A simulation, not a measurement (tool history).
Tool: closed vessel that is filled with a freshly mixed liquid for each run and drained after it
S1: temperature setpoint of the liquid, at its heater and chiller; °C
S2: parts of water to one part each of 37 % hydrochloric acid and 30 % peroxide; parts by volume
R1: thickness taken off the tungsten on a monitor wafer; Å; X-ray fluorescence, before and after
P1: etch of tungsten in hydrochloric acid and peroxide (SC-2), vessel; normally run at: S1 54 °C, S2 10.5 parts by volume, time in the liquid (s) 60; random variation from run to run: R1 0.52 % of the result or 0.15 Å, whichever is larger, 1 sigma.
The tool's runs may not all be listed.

Run 1, hour 10.1: S1 54 °C, S2 10.5 parts by volume, time in the liquid (s) 60. Result: R1 261.16 Å.
Run 2, hour 22.9: S1 54 °C, S2 5.5 parts by volume, time in the liquid (s) 30. Result: R1 217.79 Å.
Run 3, hour 30.2: S1 68.5 °C, S2 10.5 parts by volume, time in the liquid (s) 60. Result: R1 649.54 Å.
Run 4, hour 38.6: S1 54 °C, S2 10.5 parts by volume, time in the liquid (s) 60. Result: R1 259.19 Å.
Run 5, hour 49.5: S1 54 °C, S2 4 parts by volume, time in the liquid (s) 60. Result: R1 537.69 Å.
Run 6, hour 58.6: S1 54 °C, S2 10.5 parts by volume, time in the liquid (s) 30. Result: R1 131.02 Å.
Run 7, hour 67.3: S1 54 °C, S2 10.5 parts by volume, time in the liquid (s) 85. Result: R1 373.59 Å.
Run 8, hour 75.5: S1 54 °C, S2 19 parts by volume, time in the liquid (s) 60. Result: R1 155.73 Å.
Run 9, hour 89: S1 54 °C, S2 10.5 parts by volume, time in the liquid (s) 60. Result: R1 261.83 Å.
Run 10, hour 96.2: S1 37.5 °C, S2 10.5 parts by volume, time in the liquid (s) 60. Result: R1 84.277 Å.

The next listed run, before its measurement:
Run 11, hour 108.1: S1 54 °C, S2 10.5 parts by volume, time in the liquid (s) 60. Result: R1 ?.

R1: 260.91 Å
